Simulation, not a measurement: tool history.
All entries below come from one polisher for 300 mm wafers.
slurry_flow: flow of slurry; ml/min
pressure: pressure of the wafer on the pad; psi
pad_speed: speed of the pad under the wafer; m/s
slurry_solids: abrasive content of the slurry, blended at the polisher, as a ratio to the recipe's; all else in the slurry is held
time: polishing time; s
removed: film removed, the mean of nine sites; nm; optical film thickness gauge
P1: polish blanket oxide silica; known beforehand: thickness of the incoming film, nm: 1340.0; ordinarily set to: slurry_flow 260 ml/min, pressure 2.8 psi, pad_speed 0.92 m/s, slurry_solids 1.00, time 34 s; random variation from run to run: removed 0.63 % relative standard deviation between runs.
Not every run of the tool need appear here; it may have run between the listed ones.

run,hour,slurry_flow,pressure,pad_speed,slurry_solids,time,removed
1,9.3,260,2.8,0.92,1.00,34,61.724
2,16.9,260,2.8,0.92,0.60,50,69.142
3,26.7,260,2.8,0.92,1.00,47,85.869
4,37.2,260,1.5,0.92,1.00,34,32.812
5,46.0,260,2.8,0.92,0.60,34,47.869
6,55.3,260,2.8,1.38,1.00,34,86.502
7,62.5,260,2.8,0.92,1.25,34,67.665
8,67.7,390,2.8,0.92,1.00,34,64.077
9,77.5,260,2.8,0.92,1.00,34,61.704
10,88.2,160,2.8,0.92,1.00,34,57.280
11,95.4,260,4.4,0.92,1.00,34,96.229
12,104.3,260,2.8,0.92,1.00,34,61.661
# hour 104.8: slurry blender recalibrated
13,112.9,260,2.8,0.92,1.00,21,37.767
14,121.6,260,2.8,0.46,1.00,34,35.516
15,132.6,260,2.8,0.92,1.00,34,61.226
16,139.6,260,2.8,0.92,1.00,34,62.268
17,146.7,260,2.8,0.92,1.00,34,59.704
18,157.7,260,2.8,0.92,1.00,34,58.110
19,167.6,260,2.8,0.92,1.00,34,57.849
20,176.4,260,2.8,0.92,1.00,34,56.347
# hour 177.4: conditioning disc replaced and pad reconditioned
21,183.7,260,2.8,0.92,1.00,34,56.358
# hour 184.0: slurry nozzle cleaned
# hour 186.4: head pressure recalibrated
22,190.0,260,2.8,0.92,1.00,34,57.106

Forecast run 23:
23,201.3,260,2.8,0.92,1.00,34,?

Logged for run 23: removed 56.244 nm.
